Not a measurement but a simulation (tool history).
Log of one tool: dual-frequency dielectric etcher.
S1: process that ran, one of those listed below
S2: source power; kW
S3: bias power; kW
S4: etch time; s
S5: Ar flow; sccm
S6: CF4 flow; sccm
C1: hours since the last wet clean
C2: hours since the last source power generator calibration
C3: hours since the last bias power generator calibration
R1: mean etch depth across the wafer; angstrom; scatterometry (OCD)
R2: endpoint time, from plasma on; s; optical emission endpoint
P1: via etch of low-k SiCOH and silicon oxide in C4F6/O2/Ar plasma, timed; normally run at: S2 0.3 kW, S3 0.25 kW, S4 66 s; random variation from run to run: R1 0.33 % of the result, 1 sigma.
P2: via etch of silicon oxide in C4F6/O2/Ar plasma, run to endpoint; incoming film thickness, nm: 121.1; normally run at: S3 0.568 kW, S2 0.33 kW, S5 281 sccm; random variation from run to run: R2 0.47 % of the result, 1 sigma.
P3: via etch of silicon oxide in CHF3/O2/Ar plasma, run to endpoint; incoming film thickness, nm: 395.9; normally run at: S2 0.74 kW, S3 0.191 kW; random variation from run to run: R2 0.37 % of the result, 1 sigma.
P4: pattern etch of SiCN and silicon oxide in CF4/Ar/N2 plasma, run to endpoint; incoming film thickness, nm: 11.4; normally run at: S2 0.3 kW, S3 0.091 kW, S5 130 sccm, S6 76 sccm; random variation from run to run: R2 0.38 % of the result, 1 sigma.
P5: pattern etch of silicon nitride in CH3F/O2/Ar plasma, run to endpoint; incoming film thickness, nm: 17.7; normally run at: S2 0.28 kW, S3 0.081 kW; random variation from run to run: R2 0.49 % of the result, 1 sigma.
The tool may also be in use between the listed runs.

run,hour,S1,S2,S3,S4,S5,S6,C1,C2,C3,R1,R2
1,7.9,P1,0.3,0.25,66,,,178.7,1240.5,840.1,1862.4,
2,16.8,P3,0.74,0.115,,,,187.6,1249.4,849,,216.53
3,26.7,P4,0.3,0.091,,130,76,197.5,1259.3,858.9,,17.657
4,35.7,P2,0.33,0.568,,332,,206.5,1268.3,867.9,,27.251
5,40.4,P3,0.46,0.191,,,,211.2,1273,872.6,,221.1
6,49.8,P1,0.22,0.25,66,,,220.6,1282.4,882,1642.8,
7,57.3,P2,0.33,0.568,,281,,228.1,1289.9,889.5,,26.888
8,64.8,P1,0.3,0.25,66,,,235.6,1297.4,897,1859.6,
9,70.7,P5,0.28,0.059,,,,241.5,1303.3,902.9,,31.043
10,79.5,P4,0.3,0.067,,130,76,250.3,1312.1,911.7,,19.539
# hour 80: bias power generator calibrated
11,84.2,P1,0.3,0.25,66,,,255,1316.8,4.2,1869.2,
12,89.1,P1,0.3,0.25,36.5,,,259.9,1321.7,9.1,1029.6,
13,97.6,P1,0.3,0.186,66,,,268.4,1330.2,17.6,1686,
14,106.5,P1,0.3,0.25,95,,,277.3,1339.1,26.5,2665.9,
15,112.8,P2,0.42,0.568,,281,,283.6,1345.4,32.8,,24.328
16,117.8,P2,0.33,0.568,,281,,288.6,1350.4,37.8,,26.798
17,127.5,P1,0.3,0.25,66,,,298.3,1360.1,47.5,1849,
18,135.1,P4,0.3,0.091,,174,76,305.9,1367.7,55.1,,18.293
19,139.9,P5,0.28,0.081,,,,310.7,1372.5,59.9,,27.834
20,144.6,P1,0.3,0.31,42,,,315.4,1377.2,64.6,1277.3,
21,150.3,P4,0.38,0.091,,130,76,321.1,1382.9,70.3,,14.285
22,156.1,P2,0.33,0.341,,281,,326.9,1388.7,76.1,,32.522
23,163.4,P1,0.18,0.194,66,,,334.2,1396,83.4,1398.2,
24,169.3,P3,0.74,0.191,,,,340.1,1401.9,89.3,,183.6
25,176.6,P5,0.19,0.081,,,,347.4,1409.2,96.6,,31.747
26,181.1,P1,0.3,0.305,66,,,351.9,1413.7,101.1,1980.7,
27,188.3,P1,0.43,0.25,66,,,359.1,1420.9,108.3,2132.6,
28,193.4,P4,0.3,0.091,,130,101,364.2,1426,113.4,,17.012
29,202.3,P1,0.3,0.25,66,,,373.1,1434.9,122.3,1868.8,
30,206.6,P1,0.3,0.25,66,,,377.4,1439.2,126.6,1849.3,
31,214.9,P1,0.3,0.25,66,,,385.7,1447.5,134.9,1834.8,
32,220.4,P1,0.3,0.25,66,,,391.2,1453,140.4,1835.5,
33,225.1,P1,0.3,0.25,66,,,395.9,1457.7,145.1,1840.8,
# hour 231.1: wet clean of the chamber
34,232.2,P1,0.3,0.25,66,,,1.2,1464.8,152.2,1831.9,
35,238.5,P1,0.3,0.25,66,,,7.5,1471.1,158.5,1834.3,
36,248.1,P1,0.3,0.25,66,,,17.1,1480.7,168.1,1828.5,
37,254.4,P1,0.3,0.25,66,,,23.4,1487,174.4,1820.7,
38,261.1,P1,0.3,0.25,66,,,30.1,1493.7,181.1,1826.2,
39,270.6,P1,0.3,0.25,66,,,39.6,1503.2,190.6,1824.9,

What P1 gives has crept away from where it was. These 2 causes fit the log equally well, each at the size given:
A: source power that arrives under what is set, % = 4.31
B: bias power that arrives under what is set, % = 4.77
The creep began at about hour 202.3.
Why every other cause is out:
chamber walls in a state that lowers the etch rate, %: serviced at hour 231.1, which brought nothing back

4 check runs are offered, each on 2 wafers whose results are averaged, their results left as question marks. Which one tells the causes apart?
check 1,280.1,P3,0.48,0.162,,,,,,,,?
check 2,280.1,P4,0.3,0.073,,130,89,,,,,?
check 3,280.1,P5,0.28,0.07,,,,,,,,?
check 4,280.1,P2,0.33,0.344,,281,,,,,,?

What each check would give under each cause:
check,result,if A,if B
check 1,R2,234.36,234.22
check 2,R2,19.368,18.952
check 3,R2,29.671,29.683
check 4,R2,32.889,32.918
How far apart the two closest causes lie, in the result that separates them most: check 1 0.06 %; check 2 2.17 %; check 3 0.04 %; check 4 0.09 %
Check 2 tells the causes apart: in the others they would give nearly the same result.

Check 2 was then run and gave: R2 19.42 s. Which cause is it?

It is A: source power that arrives under what is set, %.
